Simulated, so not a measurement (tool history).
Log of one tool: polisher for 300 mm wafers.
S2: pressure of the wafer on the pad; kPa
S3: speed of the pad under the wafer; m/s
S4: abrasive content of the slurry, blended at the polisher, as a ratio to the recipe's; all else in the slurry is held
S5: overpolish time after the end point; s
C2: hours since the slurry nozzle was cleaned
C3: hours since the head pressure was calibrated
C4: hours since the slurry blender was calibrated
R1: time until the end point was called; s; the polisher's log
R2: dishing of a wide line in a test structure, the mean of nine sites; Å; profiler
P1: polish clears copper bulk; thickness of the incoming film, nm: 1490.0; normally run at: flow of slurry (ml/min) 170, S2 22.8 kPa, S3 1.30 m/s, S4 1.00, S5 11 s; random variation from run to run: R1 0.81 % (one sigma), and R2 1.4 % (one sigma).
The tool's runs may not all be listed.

Run 1, hour 10.3: flow of slurry (ml/min) 170, S2 22.8 kPa, S3 1.30 m/s, S4 1.00, S5 11 s; wafers polished on this pad 281; C2 68.1; C3 265.2; C4 161.6. Result: R1 117.070 s, R2 187.35 Å.
Run 2, hour 18.0: flow of slurry (ml/min) 170, S2 22.8 kPa, S3 1.90 m/s, S4 1.00, S5 3 s; wafers polished on this pad 339; C2 75.8; C3 272.9; C4 169.3. Result: R1 80.548 s, R2 169.70 Å.
Run 3, hour 24.5: flow of slurry (ml/min) 170, S2 22.8 kPa, S3 0.94 m/s, S4 1.00, S5 11 s; wafers polished on this pad 388; C2 82.3; C3 279.4; C4 175.8. Result: R1 166.070 s, R2 180.06 Å.
Run 4, hour 35.5: flow of slurry (ml/min) 170, S2 22.8 kPa, S3 1.30 m/s, S4 1.00, S5 11 s; wafers polished on this pad 470; C2 93.3; C3 290.4; C4 186.8. Result: R1 116.050 s, R2 189.87 Å.
Run 5, hour 43.1: flow of slurry (ml/min) 170, S2 22.8 kPa, S3 1.30 m/s, S4 1.00, S5 11 s; wafers polished on this pad 527; C2 100.9; C3 298.0; C4 194.4. Result: R1 117.270 s, R2 187.30 Å.
Run 6, hour 52.0: flow of slurry (ml/min) 170, S2 22.8 kPa, S3 1.30 m/s, S4 1.50, S5 11 s; wafers polished on this pad 593; C2 109.8; C3 306.9; C4 203.3. Result: R1 107.810 s, R2 188.64 Å.
Run 7, hour 60.8: flow of slurry (ml/min) 170, S2 31.7 kPa, S3 1.30 m/s, S4 1.00, S5 11 s; wafers polished on this pad 659; C2 118.6; C3 315.7; C4 212.1. Result: R1 83.604 s, R2 189.19 Å.
Run 8, hour 69.0: flow of slurry (ml/min) 170, S2 22.8 kPa, S3 1.30 m/s, S4 0.65, S5 3 s; wafers polished on this pad 721; C2 126.8; C3 323.9; C4 220.3. Result: R1 128.320 s, R2 143.70 Å.
Run 9, hour 77.8: flow of slurry (ml/min) 170, S2 22.8 kPa, S3 1.30 m/s, S4 1.00, S5 6 s; wafers polished on this pad 787; C2 135.6; C3 332.7; C4 229.1. Result: R1 118.320 s, R2 177.22 Å.
Run 10, hour 86.1: flow of slurry (ml/min) 215, S2 22.8 kPa, S3 1.30 m/s, S4 1.00, S5 11 s; wafers polished on this pad 849; C2 143.9; C3 341.0; C4 237.4. Result: R1 115.560 s, R2 188.06 Å.
Run 11, hour 92.0: flow of slurry (ml/min) 170, S2 15.9 kPa, S3 1.30 m/s, S4 1.00, S5 11 s; wafers polished on this pad 893; C2 149.8; C3 346.9; C4 243.3. Result: R1 168.410 s, R2 182.34 Å.
Run 12, hour 101.0: flow of slurry (ml/min) 110, S2 22.8 kPa, S3 1.30 m/s, S4 1.00, S5 11 s; wafers polished on this pad 960; C2 158.8; C3 355.9; C4 252.3. Result: R1 126.930 s, R2 181.70 Å.
Run 13, hour 109.7: flow of slurry (ml/min) 115, S2 22.8 kPa, S3 1.30 m/s, S4 1.35, S5 11 s; wafers polished on this pad 1025; C2 167.5; C3 364.6; C4 261.0. Result: R1 120.330 s, R2 184.38 Å.
Run 14, hour 117.1: flow of slurry (ml/min) 170, S2 22.8 kPa, S3 1.30 m/s, S4 1.00, S5 19 s; wafers polished on this pad 1081; C2 174.9; C3 372.0; C4 268.4. Result: R1 117.970 s, R2 187.98 Å.
Run 15, hour 124.4: flow of slurry (ml/min) 170, S2 22.8 kPa, S3 1.30 m/s, S4 0.55, S5 11 s; wafers polished on this pad 1135; C2 182.2; C3 379.3; C4 275.7. Result: R1 132.640 s, R2 186.29 Å.
Run 16, hour 130.7: flow of slurry (ml/min) 170, S2 22.8 kPa, S3 1.30 m/s, S4 1.00, S5 11 s; wafers polished on this pad 1182; C2 188.5; C3 385.6; C4 282.0. Result: R1 117.200 s, R2 183.08 Å.
Run 17, hour 141.7: flow of slurry (ml/min) 170, S2 22.8 kPa, S3 1.30 m/s, S4 1.00, S5 11 s; wafers polished on this pad 1265; C2 199.5; C3 396.6; C4 293.0. Result: R1 116.490 s, R2 186.56 Å.
Run 18, hour 150.8: flow of slurry (ml/min) 170, S2 22.8 kPa, S3 1.84 m/s, S4 1.00, S5 11 s; wafers polished on this pad 1333; C2 208.6; C3 405.7; C4 302.1. Result: R1 83.615 s, R2 186.77 Å.
Run 19, hour 162.4: flow of slurry (ml/min) 170, S2 22.8 kPa, S3 1.30 m/s, S4 1.00, S5 11 s; wafers polished on this pad 1420; C2 220.2; C3 417.3; C4 313.7. Result: R1 118.170 s, R2 186.68 Å.
Run 20, hour 171.0: flow of slurry (ml/min) 170, S2 22.8 kPa, S3 1.30 m/s, S4 1.00, S5 11 s; wafers polished on this pad 1484; C2 228.8; C3 425.9; C4 322.3. Result: R1 120.870 s, R2 191.72 Å.
Run 21, hour 176.5: flow of slurry (ml/min) 170, S2 22.8 kPa, S3 1.30 m/s, S4 1.00, S5 11 s; wafers polished on this pad 1525; C2 234.3; C3 431.4; C4 327.8. Result: R1 123.200 s, R2 187.55 Å.
Run 22, hour 187.1: flow of slurry (ml/min) 170, S2 22.8 kPa, S3 1.30 m/s, S4 1.00, S5 11 s; wafers polished on this pad 1605; C2 244.9; C3 442.0; C4 338.4. Result: R1 125.150 s, R2 185.35 Å.
At hour 188.9: slurry blender recalibrated.
Run 23, hour 198.1: flow of slurry (ml/min) 170, S2 22.8 kPa, S3 1.30 m/s, S4 1.00, S5 11 s; wafers polished on this pad 1687; C2 255.9; C3 453.0; C4 9.2. Result: R1 125.350 s, R2 188.28 Å.
At hour 198.4: head pressure recalibrated.
Run 24, hour 205.6: flow of slurry (ml/min) 170, S2 22.8 kPa, S3 1.30 m/s, S4 1.00, S5 11 s; wafers polished on this pad 1743; C2 263.4; C3 7.2; C4 16.7. Result: R1 125.950 s, R2 186.91 Å.
Run 25, hour 215.7: flow of slurry (ml/min) 170, S2 22.8 kPa, S3 1.30 m/s, S4 1.00, S5 11 s; wafers polished on this pad 1819; C2 273.5; C3 17.3; C4 26.8. Result: R1 127.630 s, R2 189.78 Å.

What P1 gives has crept away from where it was. These 2 causes fit the log equally well, each at the size given:
A: removal rate lost through wear of the pad, % = 7.98
B: slurry flow missing at the pad, % = 35.7
The creep began at about hour 162.4.
Why every other cause is out:
head's pressure below its setpoint, %: serviced at hour 198.4, which brought nothing back
abrasive missing from the slurry, %: serviced at hour 188.9, which brought nothing back

4 check runs are offered, each on 5 wafers whose results are averaged, their results left as question marks. Which one tells the causes apart?
Run check 1, hour 225.8: flow of slurry (ml/min) 170, S2 22.8 kPa, S3 1.30 m/s, S4 1.45, S5 11 s. Result: R1 ?, R2 ?.
Run check 2, hour 225.8: flow of slurry (ml/min) 170, S2 22.8 kPa, S3 1.30 m/s, S4 1.30, S5 11 s. Result: R1 ?, R2 ?.
Run check 3, hour 225.8: flow of slurry (ml/min) 120, S2 22.8 kPa, S3 1.30 m/s, S4 1.00, S5 11 s. Result: R1 ?, R2 ?.
Run check 4, hour 225.8: flow of slurry (ml/min) 170, S2 22.8 kPa, S3 1.30 m/s, S4 0.60, S5 11 s. Result: R1 ?, R2 ?.

What each check would give under each cause:
  check  result     if A     if B
check 1      R1  117.840  117.850
check 1      R2   186.96   186.96
check 2      R1  120.730  120.750
check 2      R2   186.88   186.88
check 3      R1  136.110  140.330
check 3      R2   186.35   186.17
check 4      R1  142.130  142.150
check 4      R2   186.08   186.08
How far apart the two closest causes lie, in the result that separates them most: check 1 0.01 %; check 2 0.01 %; check 3 3.06 %; check 4 0.01 %
Only check 3 tells the causes apart: in the others they would give nearly the same result.

Check 3 was then run and gave: R1 140.330 s; R2 186.40 Å. Which cause is it?

It is B: slurry flow missing at the pad, %.
